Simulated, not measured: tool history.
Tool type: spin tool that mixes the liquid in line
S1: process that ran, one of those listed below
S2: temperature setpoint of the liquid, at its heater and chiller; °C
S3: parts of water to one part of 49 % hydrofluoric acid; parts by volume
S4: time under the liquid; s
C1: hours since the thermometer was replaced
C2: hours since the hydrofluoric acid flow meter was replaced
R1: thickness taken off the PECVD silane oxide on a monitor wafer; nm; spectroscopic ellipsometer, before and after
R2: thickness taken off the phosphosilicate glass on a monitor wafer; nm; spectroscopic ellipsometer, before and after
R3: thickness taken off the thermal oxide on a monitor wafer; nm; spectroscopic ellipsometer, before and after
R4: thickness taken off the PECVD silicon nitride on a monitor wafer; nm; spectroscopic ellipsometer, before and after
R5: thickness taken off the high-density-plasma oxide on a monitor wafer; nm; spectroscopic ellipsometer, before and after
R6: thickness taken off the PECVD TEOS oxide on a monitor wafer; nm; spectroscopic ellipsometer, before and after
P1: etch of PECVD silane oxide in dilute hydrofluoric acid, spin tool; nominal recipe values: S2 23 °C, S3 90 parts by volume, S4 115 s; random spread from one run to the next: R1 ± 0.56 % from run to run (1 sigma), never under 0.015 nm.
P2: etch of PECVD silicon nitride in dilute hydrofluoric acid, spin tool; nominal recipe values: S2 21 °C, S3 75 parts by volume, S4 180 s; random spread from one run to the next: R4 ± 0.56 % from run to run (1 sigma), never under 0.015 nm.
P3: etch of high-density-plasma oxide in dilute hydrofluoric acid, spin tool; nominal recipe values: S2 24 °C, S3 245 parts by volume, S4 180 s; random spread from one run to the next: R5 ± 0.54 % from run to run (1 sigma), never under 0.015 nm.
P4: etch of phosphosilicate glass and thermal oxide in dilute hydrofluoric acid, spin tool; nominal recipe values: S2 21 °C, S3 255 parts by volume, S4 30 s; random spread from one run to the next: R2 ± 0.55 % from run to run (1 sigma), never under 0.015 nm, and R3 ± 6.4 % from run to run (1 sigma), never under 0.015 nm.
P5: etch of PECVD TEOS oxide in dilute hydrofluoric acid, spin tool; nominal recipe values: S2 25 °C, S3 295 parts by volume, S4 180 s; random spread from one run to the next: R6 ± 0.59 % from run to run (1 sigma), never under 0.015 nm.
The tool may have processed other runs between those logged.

run 1 day=0.392 | S1=P1 S2=23 S3=90 S4=115 | C1=1003 C2=388.8 | R1=42.459
run 2 day=0.721 | S1=P1 S2=23 S3=90 S4=115 | C1=1010.9 C2=396.7 | R1=42.663
run 3 day=1.062 | S1=P4 S2=21 S3=255 S4=30 | C1=1019.1 C2=404.9 | R2=10.715 R3=0.39819
run 4 day=1.696 | S1=P2 S2=17.5 S3=75 S4=180 | C1=1034.3 C2=420.1 | R4=5.4848
run 5 day=2.162 | S1=P1 S2=23 S3=90 S4=115 | C1=1045.5 C2=431.3 | R1=43.106
run 6 day=2.617 | S1=P4 S2=21 S3=255 S4=60 | C1=1056.4 C2=442.2 | R2=21.491 R3=0.84971
run 7 day=3.167 | S1=P3 S2=24 S3=245 S4=70 | C1=1069.6 C2=455.4 | R5=1.5867
run 8 day=3.662 | S1=P3 S2=32 S3=245 S4=180 | C1=1081.5 C2=467.3 | R5=5.3825
run 9 day=4.15 | S1=P3 S2=24 S3=245 S4=180 | C1=1093.2 C2=479 | R5=4.0987
run 10 day=4.529 | S1=P2 S2=21 S3=135 S4=180 | C1=1102.3 C2=488.1 | R4=3.9638
run 11 day=5.225 | S1=P1 S2=23 S3=90 S4=15 | C1=1119 C2=504.8 | R1=5.5651
run 12 day=5.812 | S1=P4 S2=21 S3=255 S4=30 | C1=1133.1 C2=518.9 | R2=10.687 R3=0.37377
run 13 day=6.229 | S1=P1 S2=17 S3=140 S4=115 | C1=1143.1 C2=528.9 | R1=20.465
run 14 day=6.762 | S1=P1 S2=23 S3=90 S4=115 | C1=1155.9 C2=541.7 | R1=42.785
-- day=6.783 hydrofluoric acid flow meter replaced
run 15 day=7.45 | S1=P5 S2=18 S3=295 S4=180 | C1=1172.4 C2=16 | R6=4.0662
run 16 day=7.988 | S1=P2 S2=21 S3=75 S4=180 | C1=1185.3 C2=28.9 | R4=6.997
run 17 day=8.542 | S1=P1 S2=23 S3=90 S4=230 | C1=1198.6 C2=42.2 | R1=85.479
run 18 day=9.104 | S1=P1 S2=23 S3=90 S4=115 | C1=1212.1 C2=55.7 | R1=43.422
run 19 day=9.612 | S1=P1 S2=18.5 S3=90 S4=115 | C1=1224.3 C2=67.9 | R1=35.847
run 20 day=10.079 | S1=P2 S2=21 S3=75 S4=15 | C1=1235.5 C2=79.1 | R4=0.57632
run 21 day=10.604 | S1=P5 S2=25 S3=295 S4=180 | C1=1248.1 C2=91.7 | R6=5.2637
run 22 day=11.208 | S1=P1 S2=23 S3=150 S4=115 | C1=1262.6 C2=106.2 | R1=24.153
run 23 day=11.842 | S1=P5 S2=25 S3=295 S4=320 | C1=1277.8 C2=121.4 | R6=9.3127
run 24 day=12.438 | S1=P2 S2=21 S3=75 S4=180 | C1=1292.1 C2=135.7 | R4=7.0133
run 25 day=12.771 | S1=P5 S2=25 S3=80 S4=180 | C1=1300.1 C2=143.7 | R6=24.646
run 26 day=13.271 | S1=P1 S2=23 S3=90 S4=115 | C1=1312.1 C2=155.7 | R1=42.669
run 27 day=13.658 | S1=P1 S2=23 S3=50 S4=165 | C1=1321.4 C2=165 | R1=117.21
run 28 day=14.038 | S1=P3 S2=24 S3=90 S4=180 | C1=1330.5 C2=174.1 | R5=13.239
run 29 day=14.55 | S1=P4 S2=17 S3=255 S4=30 | C1=1342.8 C2=186.4 | R2=9.1822 R3=0.30222
run 30 day=15.092 | S1=P1 S2=27.5 S3=90 S4=115 | C1=1355.8 C2=199.4 | R1=51.452

Run 31 comes next. What will it give?
run 31 day=15.729 | S1=P4 S2=21 S3=455 S4=30 | C1=1371.1 C2=214.7 | R2=? R3=?

For run 31 the tool returned R2 5.038 nm, R3 0.21092 nm.
